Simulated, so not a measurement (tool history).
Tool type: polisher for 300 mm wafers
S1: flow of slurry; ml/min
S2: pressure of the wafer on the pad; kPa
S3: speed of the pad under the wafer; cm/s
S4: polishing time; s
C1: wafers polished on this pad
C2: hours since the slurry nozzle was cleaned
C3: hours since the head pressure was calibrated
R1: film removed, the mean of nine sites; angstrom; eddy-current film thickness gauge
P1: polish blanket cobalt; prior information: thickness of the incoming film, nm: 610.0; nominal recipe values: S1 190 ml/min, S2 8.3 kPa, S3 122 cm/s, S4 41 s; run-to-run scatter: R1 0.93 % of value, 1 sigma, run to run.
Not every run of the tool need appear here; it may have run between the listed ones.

{"run": 1, "hour": 9.0, "S1": 190, "S2": 8.3, "S3": 122, "S4": 41, "C1": 895, "C2": 297.5, "C3": 293.4, "R1": 1327.2}
{"run": 2, "hour": 21.8, "S1": 190, "S2": 4.1, "S3": 122, "S4": 41, "C1": 1063, "C2": 310.3, "C3": 306.2, "R1": 678.33}
{"run": 3, "hour": 31.0, "S1": 190, "S2": 8.3, "S3": 122, "S4": 56, "C1": 1184, "C2": 319.5, "C3": 315.4, "R1": 1837.7}
{"run": 4, "hour": 41.2, "S1": 190, "S2": 8.3, "S3": 122, "S4": 41, "C1": 1317, "C2": 329.7, "C3": 325.6, "R1": 1327.6}
{"run": 5, "hour": 52.9, "S1": 190, "S2": 8.3, "S3": 122, "S4": 41, "C1": 1471, "C2": 341.4, "C3": 337.3, "R1": 1328.7}
{"hour": 53.1, "done": "head pressure recalibrated"}
{"run": 6, "hour": 63.3, "S1": 190, "S2": 12.4, "S3": 122, "S4": 41, "C1": 1607, "C2": 351.8, "C3": 10.2, "R1": 2015}
{"run": 7, "hour": 72.0, "S1": 190, "S2": 8.3, "S3": 122, "S4": 25, "C1": 1721, "C2": 360.5, "C3": 18.9, "R1": 811.75}
{"run": 8, "hour": 83.9, "S1": 190, "S2": 11.7, "S3": 122, "S4": 22, "C1": 1877, "C2": 372.4, "C3": 30.8, "R1": 1014.2}
{"run": 9, "hour": 95.4, "S1": 190, "S2": 8.3, "S3": 122, "S4": 41, "C1": 2027, "C2": 383.9, "C3": 42.3, "R1": 1341.4}
{"run": 10, "hour": 106.6, "S1": 115, "S2": 8.3, "S3": 122, "S4": 41, "C1": 2174, "C2": 395.1, "C3": 53.5, "R1": 1235.3}
{"run": 11, "hour": 119.2, "S1": 190, "S2": 8.3, "S3": 60, "S4": 41, "C1": 2339, "C2": 407.7, "C3": 66.1, "R1": 658.37}
{"run": 12, "hour": 131.3, "S1": 295, "S2": 8.3, "S3": 122, "S4": 41, "C1": 2498, "C2": 419.8, "C3": 78.2, "R1": 1406.1}
{"hour": 134.8, "done": "slurry nozzle cleaned"}
{"run": 13, "hour": 137.7, "S1": 190, "S2": 8.3, "S3": 122, "S4": 41, "C1": 2581, "C2": 3, "C3": 84.6, "R1": 1335.8}
{"run": 14, "hour": 150.3, "S1": 190, "S2": 8.3, "S3": 192, "S4": 41, "C1": 2746, "C2": 15.6, "C3": 97.2, "R1": 2146.4}
{"run": 15, "hour": 158.4, "S1": 190, "S2": 8.3, "S3": 122, "S4": 41, "C1": 2852, "C2": 23.7, "C3": 105.3, "R1": 1320.7}
{"run": 16, "hour": 164.5, "S1": 190, "S2": 8.3, "S3": 122, "S4": 41, "C1": 2932, "C2": 29.8, "C3": 111.4, "R1": 1352.3}
{"run": 17, "hour": 177.2, "S1": 190, "S2": 8.3, "S3": 122, "S4": 41, "C1": 3099, "C2": 42.5, "C3": 124.1, "R1": 1299.8}
{"run": 18, "hour": 188.8, "S1": 190, "S2": 8.3, "S3": 122, "S4": 41, "C1": 3251, "C2": 54.1, "C3": 135.7, "R1": 1262.7}
{"run": 19, "hour": 195.0, "S1": 190, "S2": 8.3, "S3": 122, "S4": 41, "C1": 3332, "C2": 60.3, "C3": 141.9, "R1": 1266.3}
{"run": 20, "hour": 203.2, "S1": 190, "S2": 8.3, "S3": 122, "S4": 41, "C1": 3439, "C2": 68.5, "C3": 150.1, "R1": 1262.6}
{"run": 21, "hour": 214.9, "S1": 190, "S2": 8.3, "S3": 122, "S4": 41, "C1": 3593, "C2": 80.2, "C3": 161.8, "R1": 1260.4}

Estimate the outcome of run 22 from the log above:
{"hour": 215.3, "done": "worn pad replaced by a new one"}
{"run": 22, "hour": 221.4, "S1": 190, "S2": 8.3, "S3": 122, "S4": 41, "C1": 80, "C2": 86.7, "C3": 168.3, "R1": "?"}

Run 22 measured R1 1254.5 angstrom.
